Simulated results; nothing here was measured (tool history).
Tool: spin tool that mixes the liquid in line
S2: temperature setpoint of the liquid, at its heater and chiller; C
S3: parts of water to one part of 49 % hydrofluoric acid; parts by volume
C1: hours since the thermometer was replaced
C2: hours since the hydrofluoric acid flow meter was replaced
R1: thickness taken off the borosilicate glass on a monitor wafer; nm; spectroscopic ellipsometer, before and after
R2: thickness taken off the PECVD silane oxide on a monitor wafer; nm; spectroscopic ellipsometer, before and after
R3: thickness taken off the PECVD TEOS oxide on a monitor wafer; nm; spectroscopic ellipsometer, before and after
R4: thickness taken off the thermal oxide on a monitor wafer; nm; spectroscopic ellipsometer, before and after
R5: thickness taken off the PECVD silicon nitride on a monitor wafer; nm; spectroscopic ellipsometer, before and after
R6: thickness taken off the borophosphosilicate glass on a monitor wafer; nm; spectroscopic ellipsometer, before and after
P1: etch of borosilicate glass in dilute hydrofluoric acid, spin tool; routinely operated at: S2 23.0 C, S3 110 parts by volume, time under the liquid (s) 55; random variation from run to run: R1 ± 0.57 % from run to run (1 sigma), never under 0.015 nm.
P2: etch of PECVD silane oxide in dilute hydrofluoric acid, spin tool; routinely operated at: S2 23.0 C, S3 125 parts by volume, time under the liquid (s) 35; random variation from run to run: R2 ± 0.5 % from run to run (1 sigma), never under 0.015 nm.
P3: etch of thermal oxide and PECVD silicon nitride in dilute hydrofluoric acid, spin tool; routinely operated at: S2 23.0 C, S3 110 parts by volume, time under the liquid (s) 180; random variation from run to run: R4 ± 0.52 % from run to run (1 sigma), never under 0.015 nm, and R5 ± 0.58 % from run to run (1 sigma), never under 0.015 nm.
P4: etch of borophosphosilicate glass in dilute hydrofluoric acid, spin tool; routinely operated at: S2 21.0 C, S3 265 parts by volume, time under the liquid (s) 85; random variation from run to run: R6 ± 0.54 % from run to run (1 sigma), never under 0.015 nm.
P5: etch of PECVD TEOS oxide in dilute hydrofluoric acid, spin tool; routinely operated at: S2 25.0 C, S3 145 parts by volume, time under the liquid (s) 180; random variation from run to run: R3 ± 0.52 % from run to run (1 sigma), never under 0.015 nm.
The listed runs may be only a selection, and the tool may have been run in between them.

run 1 hour=7.0 | process_that_ran=P1 S2=23.0 S3=110 time_under_the_liquid_(s)=55 | C1=837.4 C2=271.7 | R1=13.4610
run 2 hour=17.1 | process_that_ran=P2 S2=23.0 S3=125 time_under_the_liquid_(s)=35 | C1=847.5 C2=281.8 | R2=10.3930
run 3 hour=23.1 | process_that_ran=P1 S2=23.0 S3=110 time_under_the_liquid_(s)=55 | C1=853.5 C2=287.8 | R1=13.5090
run 4 hour=31.3 | process_that_ran=P5 S2=33.5 S3=145 time_under_the_liquid_(s)=180 | C1=861.7 C2=296.0 | R3=44.492
run 5 hour=40.8 | process_that_ran=P5 S2=25.0 S3=55 time_under_the_liquid_(s)=180 | C1=871.2 C2=305.5 | R3=97.697
run 6 hour=52.1 | process_that_ran=P1 S2=23.0 S3=35 time_under_the_liquid_(s)=55 | C1=882.5 C2=316.8 | R1=46.7710
run 7 hour=59.9 | process_that_ran=P3 S2=31.0 S3=110 time_under_the_liquid_(s)=180 | C1=890.3 C2=324.6 | R4=9.63360 R5=6.14550
run 8 hour=69.8 | process_that_ran=P5 S2=25.0 S3=145 time_under_the_liquid_(s)=180 | C1=900.2 C2=334.5 | R3=32.602
run 9 hour=76.1 | process_that_ran=P1 S2=23.0 S3=110 time_under_the_liquid_(s)=80 | C1=906.5 C2=340.8 | R1=19.8580
run 10 hour=84.2 | process_that_ran=P1 S2=17.0 S3=110 time_under_the_liquid_(s)=15 | C1=914.6 C2=348.9 | R1=2.9096
run 11 hour=93.5 | process_that_ran=P2 S2=23.0 S3=205 time_under_the_liquid_(s)=35 | C1=923.9 C2=358.2 | R2=5.8853
run 12 hour=99.0 | process_that_ran=P1 S2=17.0 S3=110 time_under_the_liquid_(s)=55 | C1=929.4 C2=363.7 | R1=10.6720
run 13 hour=105.5 | process_that_ran=P1 S2=23.0 S3=110 time_under_the_liquid_(s)=55 | C1=935.9 C2=370.2 | R1=13.5720
run 14 hour=112.7 | process_that_ran=P1 S2=23.0 S3=190 time_under_the_liquid_(s)=55 | C1=943.1 C2=377.4 | R1=7.2471
run 15 hour=120.5 | process_that_ran=P3 S2=23.0 S3=180 time_under_the_liquid_(s)=180 | C1=950.9 C2=385.2 | R4=4.02570 R5=2.23720
run 16 hour=129.2 | process_that_ran=P1 S2=23.0 S3=110 time_under_the_liquid_(s)=20 | C1=959.6 C2=393.9 | R1=4.9728
run 17 hour=140.9 | process_that_ran=P3 S2=23.0 S3=110 time_under_the_liquid_(s)=180 | C1=971.3 C2=405.6 | R4=7.07640 R5=3.63840
run 18 hour=152.5 | process_that_ran=P4 S2=21.0 S3=90 time_under_the_liquid_(s)=85 | C1=982.9 C2=417.2 | R6=40.6420
run 19 hour=163.0 | process_that_ran=P5 S2=25.0 S3=145 time_under_the_liquid_(s)=350 | C1=993.4 C2=427.7 | R3=64.118
run 20 hour=174.6 | process_that_ran=P4 S2=21.0 S3=265 time_under_the_liquid_(s)=155 | C1=1005.0 C2=439.3 | R6=20.7850
run 21 hour=184.6 | process_that_ran=P4 S2=17.0 S3=265 time_under_the_liquid_(s)=85 | C1=1015.0 C2=449.3 | R6=9.9569
run 22 hour=190.6 | process_that_ran=P1 S2=27.0 S3=195 time_under_the_liquid_(s)=55 | C1=1021.0 C2=455.3 | R1=8.1166
run 23 hour=199.4 | process_that_ran=P2 S2=17.0 S3=125 time_under_the_liquid_(s)=35 | C1=1029.8 C2=464.1 | R2=8.2277
run 24 hour=205.4 | process_that_ran=P1 S2=23.0 S3=110 time_under_the_liquid_(s)=55 | C1=1035.8 C2=470.1 | R1=13.6740
run 25 hour=213.3 | process_that_ran=P1 S2=23.0 S3=110 time_under_the_liquid_(s)=55 | C1=1043.7 C2=478.0 | R1=13.6420
run 26 hour=222.2 | process_that_ran=P1 S2=23.0 S3=110 time_under_the_liquid_(s)=55 | C1=1052.6 C2=486.9 | R1=13.6860
run 27 hour=232.0 | process_that_ran=P4 S2=21.0 S3=265 time_under_the_liquid_(s)=85 | C1=1062.4 C2=496.7 | R6=11.6250
run 28 hour=237.8 | process_that_ran=P1 S2=28.0 S3=110 time_under_the_liquid_(s)=55 | C1=1068.2 C2=502.5 | R1=16.4590
run 29 hour=244.3 | process_that_ran=P1 S2=23.0 S3=30 time_under_the_liquid_(s)=15 | C1=1074.7 C2=509.0 | R1=15.1600
run 30 hour=251.7 | process_that_ran=P3 S2=23.0 S3=110 time_under_the_liquid_(s)=15 | C1=1082.1 C2=516.4 | R4=0.60269 R5=0.31852
run 31 hour=259.5 | process_that_ran=P2 S2=23.0 S3=125 time_under_the_liquid_(s)=15 | C1=1089.9 C2=524.2 | R2=4.5010
run 32 hour=266.8 | process_that_ran=P1 S2=23.0 S3=110 time_under_the_liquid_(s)=55 | C1=1097.2 C2=531.5 | R1=13.6550
run 33 hour=274.0 | process_that_ran=P1 S2=23.0 S3=110 time_under_the_liquid_(s)=55 | C1=1104.4 C2=538.7 | R1=13.2140
run 34 hour=280.6 | process_that_ran=P1 S2=23.0 S3=110 time_under_the_liquid_(s)=55 | C1=1111.0 C2=545.3 | R1=12.9200
run 35 hour=289.4 | process_that_ran=P1 S2=23.0 S3=110 time_under_the_liquid_(s)=55 | C1=1119.8 C2=554.1 | R1=12.6840
run 36 hour=295.4 | process_that_ran=P1 S2=23.0 S3=110 time_under_the_liquid_(s)=55 | C1=1125.8 C2=560.1 | R1=12.6590
run 37 hour=301.1 | process_that_ran=P1 S2=23.0 S3=110 time_under_the_liquid_(s)=55 | C1=1131.5 C2=565.8 | R1=12.5580
run 38 hour=307.8 | process_that_ran=P1 S2=23.0 S3=110 time_under_the_liquid_(s)=55 | C1=1138.2 C2=572.5 | R1=12.3870
run 39 hour=312.8 | process_that_ran=P1 S2=23.0 S3=110 time_under_the_liquid_(s)=55 | C1=1143.2 C2=577.5 | R1=12.5800
run 40 hour=320.0 | process_that_ran=P1 S2=23.0 S3=110 time_under_the_liquid_(s)=55 | C1=1150.4 C2=584.7 | R1=12.4700

P1 has crept away from where it was. The log is fitted equally well by each of these 2 causes, at the sizes shown:
A: liquid colder than its thermometer reads (K) = 2.22
B: hydrofluoric acid flow below the setpoint (%) = 7.54
Onset of the creep was near hour 266.8.

Which of the 4 check runs listed below separates the causes, so that each cause would produce a clearly different result? Each run uses one wafer, and its results are marked with question marks.
run check 1 hour=327.2 | process_that_ran=P3 S2=30.0 S3=155 time_under_the_liquid_(s)=180 | R4=? R5=?
run check 2 hour=327.2 | process_that_ran=P5 S2=30.0 S3=145 time_under_the_liquid_(s)=350 | R3=?
run check 3 hour=327.2 | process_that_ran=P2 S2=23.0 S3=185 time_under_the_liquid_(s)=35 | R2=?
run check 4 hour=327.2 | process_that_ran=P4 S2=17.0 S3=265 time_under_the_liquid_(s)=85 | R6=?

If the cause were each of the candidates in turn, the checks would give the following:
check=check_1 result=R4 if_A=5.74420 if_B=5.66270
check=check_1 result=R5 if_A=3.54400 if_B=3.75280
check=check_2 result=R3 if_A=70.922 if_B=70.020
check=check_3 result=R2 if_A=6.0656 if_B=6.0074
check=check_4 result=R6 if_A=9.0662 if_B=8.9750
Minimum pairwise separation of causes per check, each pair taken at its best-separating result: check 1 5.72 %; check 2 1.28 %; check 3 0.96 %; check 4 1.01 %
Of the check runs offered, only check 1 discriminates between the causes; the rest would read about the same regardless of which cause applies.

Running check 1 produced the following: R4 5.75230 nm; R5 3.55640 nm. Which one of the listed causes fits?

It was cause A: liquid colder than its thermometer reads (K).
